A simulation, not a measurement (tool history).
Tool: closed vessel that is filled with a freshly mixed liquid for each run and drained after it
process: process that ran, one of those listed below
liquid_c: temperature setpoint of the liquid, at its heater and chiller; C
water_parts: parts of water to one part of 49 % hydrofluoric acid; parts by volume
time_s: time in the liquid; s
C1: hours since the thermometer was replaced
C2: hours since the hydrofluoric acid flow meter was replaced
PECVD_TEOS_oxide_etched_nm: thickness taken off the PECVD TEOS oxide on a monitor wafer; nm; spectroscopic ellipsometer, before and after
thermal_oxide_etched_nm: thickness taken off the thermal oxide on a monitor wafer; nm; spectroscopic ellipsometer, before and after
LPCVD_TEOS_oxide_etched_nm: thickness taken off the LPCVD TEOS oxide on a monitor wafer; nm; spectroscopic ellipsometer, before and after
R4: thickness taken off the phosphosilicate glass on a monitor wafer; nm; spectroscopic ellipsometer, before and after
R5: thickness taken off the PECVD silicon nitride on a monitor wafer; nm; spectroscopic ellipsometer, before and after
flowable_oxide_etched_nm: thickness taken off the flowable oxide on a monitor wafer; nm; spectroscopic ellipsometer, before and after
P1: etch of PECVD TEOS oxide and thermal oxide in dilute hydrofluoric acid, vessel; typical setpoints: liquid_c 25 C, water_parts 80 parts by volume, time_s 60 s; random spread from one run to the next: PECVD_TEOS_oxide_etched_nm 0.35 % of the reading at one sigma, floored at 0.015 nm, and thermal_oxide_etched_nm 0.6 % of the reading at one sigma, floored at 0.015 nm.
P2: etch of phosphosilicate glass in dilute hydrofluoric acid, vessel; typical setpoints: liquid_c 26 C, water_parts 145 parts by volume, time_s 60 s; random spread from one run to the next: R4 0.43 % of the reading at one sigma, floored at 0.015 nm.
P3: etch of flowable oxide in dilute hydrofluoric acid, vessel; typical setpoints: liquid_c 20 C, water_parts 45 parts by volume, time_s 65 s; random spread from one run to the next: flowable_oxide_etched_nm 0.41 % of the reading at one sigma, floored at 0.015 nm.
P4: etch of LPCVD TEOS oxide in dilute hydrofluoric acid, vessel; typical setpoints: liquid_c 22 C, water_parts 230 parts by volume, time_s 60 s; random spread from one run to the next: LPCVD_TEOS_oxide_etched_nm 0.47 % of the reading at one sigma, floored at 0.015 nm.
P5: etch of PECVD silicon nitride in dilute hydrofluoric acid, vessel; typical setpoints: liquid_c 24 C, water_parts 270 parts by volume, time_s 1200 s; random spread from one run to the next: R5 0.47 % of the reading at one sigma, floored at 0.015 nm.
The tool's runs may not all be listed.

run 1 hour=13.8 | process=P1 liquid_c=25 water_parts=80 time_s=60 | C1=196.5 C2=681.3 | PECVD_TEOS_oxide_etched_nm=6.6131 thermal_oxide_etched_nm=3.7565
run 2 hour=23.9 | process=P4 liquid_c=22 water_parts=230 time_s=60 | C1=206.6 C2=691.4 | LPCVD_TEOS_oxide_etched_nm=10.839
run 3 hour=36.1 | process=P2 liquid_c=26 water_parts=145 time_s=60 | C1=218.8 C2=703.6 | R4=63.88
run 4 hour=43.1 | process=P4 liquid_c=22 water_parts=230 time_s=60 | C1=225.8 C2=710.6 | LPCVD_TEOS_oxide_etched_nm=10.892
run 5 hour=52.6 | process=P5 liquid_c=24 water_parts=105 time_s=1200 | C1=235.3 C2=720.1 | R5=53.718
run 6 hour=59.1 | process=P3 liquid_c=20 water_parts=45 time_s=130 | C1=241.8 C2=726.6 | flowable_oxide_etched_nm=73.627
run 7 hour=69.2 | process=P3 liquid_c=20 water_parts=45 time_s=65 | C1=251.9 C2=736.7 | flowable_oxide_etched_nm=36.892
run 8 hour=83.1 | process=P4 liquid_c=17.5 water_parts=230 time_s=60 | C1=265.8 C2=750.6 | LPCVD_TEOS_oxide_etched_nm=9.1194
run 9 hour=93.5 | process=P2 liquid_c=29.5 water_parts=145 time_s=60 | C1=276.2 C2=761 | R4=72.878
run 10 hour=101.8 | process=P5 liquid_c=24 water_parts=270 time_s=1200 | C1=284.5 C2=769.3 | R5=21.058
run 11 hour=114.1 | process=P1 liquid_c=25 water_parts=80 time_s=60 | C1=296.8 C2=781.6 | PECVD_TEOS_oxide_etched_nm=6.6373 thermal_oxide_etched_nm=3.7516
run 12 hour=123.2 | process=P1 liquid_c=18 water_parts=80 time_s=60 | C1=305.9 C2=790.7 | PECVD_TEOS_oxide_etched_nm=5.0168 thermal_oxide_etched_nm=2.8088
run 13 hour=130.6 | process=P5 liquid_c=24 water_parts=270 time_s=1815 | C1=313.3 C2=798.1 | R5=32.021
run 14 hour=139.5 | process=P1 liquid_c=25 water_parts=135 time_s=60 | C1=322.2 C2=807 | PECVD_TEOS_oxide_etched_nm=3.6958 thermal_oxide_etched_nm=2.0771
run 15 hour=153.1 | process=P1 liquid_c=25 water_parts=80 time_s=35 | C1=335.8 C2=820.6 | PECVD_TEOS_oxide_etched_nm=3.8968 thermal_oxide_etched_nm=2.1623
run 16 hour=161.7 | process=P2 liquid_c=26 water_parts=145 time_s=60 | C1=344.4 C2=829.2 | R4=63.462
run 17 hour=169.8 | process=P1 liquid_c=25 water_parts=80 time_s=60 | C1=352.5 C2=837.3 | PECVD_TEOS_oxide_etched_nm=6.6404 thermal_oxide_etched_nm=3.6717
run 18 hour=181.5 | process=P1 liquid_c=25 water_parts=20 time_s=60 | C1=364.2 C2=849 | PECVD_TEOS_oxide_etched_nm=28.925 thermal_oxide_etched_nm=16.218
run 19 hour=192.4 | process=P5 liquid_c=24 water_parts=270 time_s=1200 | C1=375.1 C2=859.9 | R5=21.173
run 20 hour=207 | process=P2 liquid_c=26 water_parts=30 time_s=60 | C1=389.7 C2=874.5 | R4=357.23
run 21 hour=221.6 | process=P1 liquid_c=25 water_parts=115 time_s=85 | C1=404.3 C2=889.1 | PECVD_TEOS_oxide_etched_nm=6.2126 thermal_oxide_etched_nm=3.5594
run 22 hour=232.9 | process=P1 liquid_c=28.5 water_parts=80 time_s=60 | C1=415.6 C2=900.4 | PECVD_TEOS_oxide_etched_nm=7.6261 thermal_oxide_etched_nm=4.3149
run 23 hour=245.2 | process=P1 liquid_c=25 water_parts=80 time_s=115 | C1=427.9 C2=912.7 | PECVD_TEOS_oxide_etched_nm=12.774 thermal_oxide_etched_nm=7.183
run 24 hour=254.1 | process=P3 liquid_c=28 water_parts=45 time_s=65 | C1=436.8 C2=921.6 | flowable_oxide_etched_nm=51.382
run 25 hour=264.8 | process=P4 liquid_c=22 water_parts=60 time_s=60 | C1=447.5 C2=932.3 | LPCVD_TEOS_oxide_etched_nm=49.608
run 26 hour=273 | process=P5 liquid_c=32 water_parts=270 time_s=1200 | C1=455.7 C2=940.5 | R5=33.785
run 27 hour=282 | process=P2 liquid_c=26 water_parts=145 time_s=90 | C1=464.7 C2=949.5 | R4=95.948
run 28 hour=289.2 | process=P1 liquid_c=25 water_parts=80 time_s=60 | C1=471.9 C2=956.7 | PECVD_TEOS_oxide_etched_nm=6.6526 thermal_oxide_etched_nm=3.7193
run 29 hour=297.1 | process=P4 liquid_c=22 water_parts=230 time_s=30 | C1=479.8 C2=964.6 | LPCVD_TEOS_oxide_etched_nm=5.4085
run 30 hour=308.9 | process=P1 liquid_c=25 water_parts=80 time_s=60 | C1=491.6 C2=976.4 | PECVD_TEOS_oxide_etched_nm=6.6484 thermal_oxide_etched_nm=3.7181
run 31 hour=316.2 | process=P3 liquid_c=20 water_parts=20 time_s=65 | C1=498.9 C2=983.7 | flowable_oxide_etched_nm=85.407
run 32 hour=323.6 | process=P1 liquid_c=25 water_parts=80 time_s=60 | C1=506.3 C2=991.1 | PECVD_TEOS_oxide_etched_nm=6.6124 thermal_oxide_etched_nm=3.735
run 33 hour=332.9 | process=P1 liquid_c=25 water_parts=80 time_s=60 | C1=515.6 C2=1000.4 | PECVD_TEOS_oxide_etched_nm=6.6224 thermal_oxide_etched_nm=3.7602
run 34 hour=343.2 | process=P1 liquid_c=25 water_parts=40 time_s=30 | C1=525.9 C2=1010.7 | PECVD_TEOS_oxide_etched_nm=6.9927 thermal_oxide_etched_nm=3.9525
run 35 hour=357.3 | process=P1 liquid_c=25 water_parts=80 time_s=60 | C1=540 C2=1024.8 | PECVD_TEOS_oxide_etched_nm=6.6456 thermal_oxide_etched_nm=3.7366
run 36 hour=372 | process=P1 liquid_c=25 water_parts=80 time_s=60 | C1=554.7 C2=1039.5 | PECVD_TEOS_oxide_etched_nm=6.7938 thermal_oxide_etched_nm=3.8306
run 37 hour=378.5 | process=P1 liquid_c=25 water_parts=80 time_s=60 | C1=561.2 C2=1046 | PECVD_TEOS_oxide_etched_nm=6.879 thermal_oxide_etched_nm=3.9091
run 38 hour=393.1 | process=P1 liquid_c=25 water_parts=80 time_s=60 | C1=575.8 C2=1060.6 | PECVD_TEOS_oxide_etched_nm=7.0329 thermal_oxide_etched_nm=3.9702
run 39 hour=401.4 | process=P1 liquid_c=25 water_parts=80 time_s=60 | C1=584.1 C2=1068.9 | PECVD_TEOS_oxide_etched_nm=7.0481 thermal_oxide_etched_nm=3.9938
run 40 hour=412 | process=P1 liquid_c=25 water_parts=80 time_s=60 | C1=594.7 C2=1079.5 | PECVD_TEOS_oxide_etched_nm=7.0663 thermal_oxide_etched_nm=4.0114
run 41 hour=427 | process=P1 liquid_c=25 water_parts=80 time_s=60 | C1=609.7 C2=1094.5 | PECVD_TEOS_oxide_etched_nm=7.1087 thermal_oxide_etched_nm=4.0406
run 42 hour=437.9 | process=P1 liquid_c=25 water_parts=80 time_s=60 | C1=620.6 C2=1105.4 | PECVD_TEOS_oxide_etched_nm=7.1312 thermal_oxide_etched_nm=4.0116
run 43 hour=448.6 | process=P1 liquid_c=25 water_parts=80 time_s=60 | C1=631.3 C2=1116.1 | PECVD_TEOS_oxide_etched_nm=7.1563 thermal_oxide_etched_nm=4.0707
run 44 hour=463 | process=P1 liquid_c=25 water_parts=80 time_s=60 | C1=645.7 C2=1130.5 | PECVD_TEOS_oxide_etched_nm=7.1967 thermal_oxide_etched_nm=4.0795
run 45 hour=475.3 | process=P1 liquid_c=25 water_parts=80 time_s=60 | C1=658 C2=1142.8 | PECVD_TEOS_oxide_etched_nm=7.1667 thermal_oxide_etched_nm=3.9849
run 46 hour=486.7 | process=P1 liquid_c=25 water_parts=80 time_s=60 | C1=669.4 C2=1154.2 | PECVD_TEOS_oxide_etched_nm=7.1954 thermal_oxide_etched_nm=4.0762

What P1 gives has crept away from where it was. These 2 causes fit the log equally well, each at the size given:
A: liquid hotter than its thermometer reads (K) = 2.01
B: hydrofluoric acid flow above the setpoint (%) = 7.48
The gradual shift began around hour 357.3.

Listed below are the offered check runs, one wafer per run, with question marks in place of results. For which of them would the causes give clearly different outcomes?
run check 1 hour=498.1 | process=P5 liquid_c=29.5 water_parts=270 time_s=1660 | R5=?
run check 2 hour=498.1 | process=P3 liquid_c=27.5 water_parts=45 time_s=65 | flowable_oxide_etched_nm=?
run check 3 hour=498.1 | process=P4 liquid_c=22 water_parts=65 time_s=60 | LPCVD_TEOS_oxide_etched_nm=?
run check 4 hour=498.1 | process=P2 liquid_c=29.5 water_parts=90 time_s=60 | R4=?

What every check run would give for each of its results, assuming each possible cause in turn:
check=check_1 result=R5 if_A=45.56 if_B=43.666
check=check_2 result=flowable_oxide_etched_nm if_A=54.371 if_B=54.179
check=check_3 result=LPCVD_TEOS_oxide_etched_nm if_A=49.873 if_B=49.637
check=check_4 result=R4 if_A=136.04 if_B=136.77
Gap, in per cent, between the two causes that each check separates least, read from the result that separates them most: check 1 4.25 %; check 2 0.35 %; check 3 0.47 %; check 4 0.54 %
Check 1 tells the causes apart: in the others they would give nearly the same result.

With check 1 done, the readings were: R5 45.703 nm. Identify which of the listed causes applies.

A is the cause: liquid hotter than its thermometer reads (K).
